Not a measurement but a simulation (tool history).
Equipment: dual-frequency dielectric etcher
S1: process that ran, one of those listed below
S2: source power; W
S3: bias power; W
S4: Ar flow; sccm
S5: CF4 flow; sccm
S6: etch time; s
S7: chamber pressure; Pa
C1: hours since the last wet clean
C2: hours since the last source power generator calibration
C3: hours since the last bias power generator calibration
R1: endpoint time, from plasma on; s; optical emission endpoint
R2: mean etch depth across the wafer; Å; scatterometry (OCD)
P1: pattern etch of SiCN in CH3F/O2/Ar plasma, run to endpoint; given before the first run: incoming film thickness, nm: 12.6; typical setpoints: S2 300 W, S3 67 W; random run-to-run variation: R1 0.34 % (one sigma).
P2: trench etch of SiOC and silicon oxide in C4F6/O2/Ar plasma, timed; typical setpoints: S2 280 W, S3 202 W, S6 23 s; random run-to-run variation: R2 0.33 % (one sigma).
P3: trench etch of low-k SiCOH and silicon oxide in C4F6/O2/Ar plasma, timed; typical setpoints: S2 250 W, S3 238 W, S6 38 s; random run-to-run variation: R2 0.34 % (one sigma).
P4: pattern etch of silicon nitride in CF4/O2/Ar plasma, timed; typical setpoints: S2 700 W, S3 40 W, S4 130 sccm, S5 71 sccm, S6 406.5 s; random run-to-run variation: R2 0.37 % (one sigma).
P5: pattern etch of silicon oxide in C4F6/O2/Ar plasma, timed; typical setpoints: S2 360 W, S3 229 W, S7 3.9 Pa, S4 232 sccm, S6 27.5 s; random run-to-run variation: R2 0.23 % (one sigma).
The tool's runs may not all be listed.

run 1 hour=10.7 | S1=P1 S2=300 S3=67 | C1=235.3 C2=1427.3 C3=3181.1 | R1=37.567
run 2 hour=19.9 | S1=P4 S2=700 S3=40 S4=94 S5=71 S6=406.5 | C1=244.5 C2=1436.5 C3=3190.3 | R2=9040.8
run 3 hour=30.8 | S1=P1 S2=420 S3=88 | C1=255.4 C2=1447.4 C3=3201.2 | R1=29.96
run 4 hour=44.8 | S1=P2 S2=280 S3=202 S6=30 | C1=269.4 C2=1461.4 C3=3215.2 | R2=540.37
run 5 hour=56.4 | S1=P1 S2=410 S3=67 | C1=281 C2=1473 C3=3226.8 | R1=33.358
run 6 hour=70.7 | S1=P1 S2=300 S3=67 | C1=295.3 C2=1487.3 C3=3241.1 | R1=37.4
run 7 hour=84.8 | S1=P1 S2=200 S3=43 | C1=309.4 C2=1501.4 C3=3255.2 | R1=51.212
run 8 hour=93.7 | S1=P1 S2=240 S3=67 | C1=318.3 C2=1510.3 C3=3264.1 | R1=40.813
run 9 hour=107.3 | S1=P4 S2=700 S3=40 S4=130 S5=71 S6=571 | C1=331.9 C2=1523.9 C3=3277.7 | R2=11986
run 10 hour=120 | S1=P5 S2=360 S3=229 S4=232 S6=16 S7=3.9 | C1=344.6 C2=1536.6 C3=3290.4 | R2=542.79
run 11 hour=129.3 | S1=P1 S2=300 S3=94 | C1=353.9 C2=1545.9 C3=3299.7 | R1=33.269
run 12 hour=139.8 | S1=P4 S2=700 S3=40 S4=130 S5=71 S6=406.5 | C1=364.4 C2=1556.4 C3=3310.2 | R2=8552.8
run 13 hour=152.4 | S1=P1 S2=240 S3=53 | C1=377 C2=1569 C3=3322.8 | R1=44.397
run 14 hour=160.5 | S1=P3 S2=250 S3=238 S6=38 | C1=385.1 C2=1577.1 C3=3330.9 | R2=1132.6
run 15 hour=169.3 | S1=P3 S2=250 S3=151 S6=38 | C1=393.9 C2=1585.9 C3=3339.7 | R2=973.22
run 16 hour=178 | S1=P4 S2=700 S3=40 S4=130 S5=44 S6=406.5 | C1=402.6 C2=1594.6 C3=3348.4 | R2=7814.5
run 17 hour=190.4 | S1=P1 S2=300 S3=67 | C1=415 C2=1607 C3=3360.8 | R1=37.705
run 18 hour=205.2 | S1=P3 S2=250 S3=238 S6=29 | C1=429.8 C2=1621.8 C3=3375.6 | R2=863.25
run 19 hour=214.4 | S1=P2 S2=280 S3=268 S6=23 | C1=439 C2=1631 C3=3384.8 | R2=456.02
run 20 hour=226.5 | S1=P4 S2=700 S3=32 S4=130 S5=71 S6=406.5 | C1=451.1 C2=1643.1 C3=3396.9 | R2=7864
run 21 hour=241 | S1=P5 S2=360 S3=229 S4=232 S6=27.5 S7=4.9 | C1=465.6 C2=1657.6 C3=3411.4 | R2=907.98
run 22 hour=255.1 | S1=P5 S2=460 S3=229 S4=232 S6=27.5 S7=3.9 | C1=479.7 C2=1671.7 C3=3425.5 | R2=1030.5
run 23 hour=265.8 | S1=P4 S2=970 S3=40 S4=130 S5=71 S6=406.5 | C1=490.4 C2=1682.4 C3=3436.2 | R2=11409
run 24 hour=280.3 | S1=P2 S2=280 S3=202 S6=23 | C1=504.9 C2=1696.9 C3=3450.7 | R2=413.09
run 25 hour=295.3 | S1=P1 S2=300 S3=67 | C1=519.9 C2=1711.9 C3=3465.7 | R1=37.705
run 26 hour=309.9 | S1=P5 S2=360 S3=229 S4=180 S6=27.5 S7=3.9 | C1=534.5 C2=1726.5 C3=3480.3 | R2=961.44
run 27 hour=319.8 | S1=P2 S2=180 S3=202 S6=23 | C1=544.4 C2=1736.4 C3=3490.2 | R2=346.97
run 28 hour=333.9 | S1=P3 S2=250 S3=238 S6=38 | C1=558.5 C2=1750.5 C3=3504.3 | R2=1140.1
run 29 hour=347.2 | S1=P1 S2=300 S3=47 | C1=571.8 C2=1763.8 C3=3517.6 | R1=42.296
run 30 hour=361.9 | S1=P2 S2=280 S3=202 S6=23 | C1=586.5 C2=1778.5 C3=3532.3 | R2=414.52
run 31 hour=375.2 | S1=P4 S2=700 S3=40 S4=130 S5=71 S6=406.5 | C1=599.8 C2=1791.8 C3=3545.6 | R2=8531.8
run 32 hour=389.2 | S1=P3 S2=180 S3=238 S6=38 | C1=613.8 C2=1805.8 C3=3559.6 | R2=994.85
run 33 hour=396.9 | S1=P5 S2=360 S3=229 S4=232 S6=27.5 S7=3.9 | C1=621.5 C2=1813.5 C3=3567.3 | R2=939.32
run 34 hour=407.8 | S1=P5 S2=360 S3=157 S4=232 S6=27.5 S7=3.9 | C1=632.4 C2=1824.4 C3=3578.2 | R2=831.01
run 35 hour=420.6 | S1=P5 S2=360 S3=229 S4=232 S6=27.5 S7=3.9 | C1=645.2 C2=1837.2 C3=3591 | R2=937.28
run 36 hour=428.7 | S1=P1 S2=300 S3=67 | C1=653.3 C2=1845.3 C3=3599.1 | R1=37.721
run 37 hour=437 | S1=P1 S2=300 S3=67 | C1=661.6 C2=1853.6 C3=3607.4 | R1=37.333
run 38 hour=451.1 | S1=P1 S2=300 S3=67 | C1=675.7 C2=1867.7 C3=3621.5 | R1=37.09
run 39 hour=459.4 | S1=P1 S2=300 S3=67 | C1=684 C2=1876 C3=3629.8 | R1=37.373
run 40 hour=470.5 | S1=P1 S2=300 S3=67 | C1=695.1 C2=1887.1 C3=3640.9 | R1=37.081
run 41 hour=482.5 | S1=P1 S2=300 S3=67 | C1=707.1 C2=1899.1 C3=3652.9 | R1=36.963
run 42 hour=492 | S1=P1 S2=300 S3=67 | C1=716.6 C2=1908.6 C3=3662.4 | R1=37.15
-- hour=494 wet clean of the chamber
run 43 hour=507.5 | S1=P1 S2=300 S3=67 | C1=13.6 C2=1924.1 C3=3677.9 | R1=36.897
run 44 hour=516.3 | S1=P1 S2=300 S3=67 | C1=22.4 C2=1932.9 C3=3686.7 | R1=37.132
run 45 hour=527.8 | S1=P1 S2=300 S3=67 | C1=33.9 C2=1944.4 C3=3698.2 | R1=36.924
run 46 hour=535.6 | S1=P1 S2=300 S3=67 | C1=41.7 C2=1952.2 C3=3706 | R1=37.004

What P1 gives has crept away from where it was. These 2 causes fit the log equally well, each at the size given:
A: source power that arrives over what is set, % = 4.64
B: bias power that arrives over what is set, % = 4.88
Creep in the process output first set in at about hour 428.7.
Every other cause this tool's parts could produce, and why it does not fit the log:
chamber walls in a state that raises the etch rate, %: its service at hour 494 followed the start of the drift and did not put the process back to its old value

Consider the 4 check runs below, whose results appear as question marks and each of which averages 2 wafers. Which one distinguishes the causes, in that each cause would give it a clearly different result?
run check 1 hour=543.4 | S1=P5 S2=360 S3=229 S4=232 S6=27.5 S7=3.9 | R2=?
run check 2 hour=543.4 | S1=P2 S2=280 S3=202 S6=23 | R2=?
run check 3 hour=543.4 | S1=P3 S2=250 S3=238 S6=38 | R2=?
run check 4 hour=543.4 | S1=P4 S2=700 S3=40 S4=130 S5=71 S6=406.5 | R2=?

What every check run would give for each of its results, assuming each possible cause in turn:
check=check_1 result=R2 if_A=951.97 if_B=950.65
check=check_2 result=R2 if_A=419.32 if_B=418.69
check=check_3 result=R2 if_A=1153.3 if_B=1152.4
check=check_4 result=R2 if_A=8898.9 if_B=8712
Gap, in per cent, between the two causes that each check separates least, read from the result that separates them most: check 1 0.14 %; check 2 0.15 %; check 3 0.07 %; check 4 2.12 %
Check 4 is the one run that separates the causes; every other check would come out nearly the same whichever cause is at work.

Running check 4 produced the following: R2 8896.7 Å. Which one of the listed causes fits?

Of the candidate causes, it is A: source power that arrives over what is set, %.
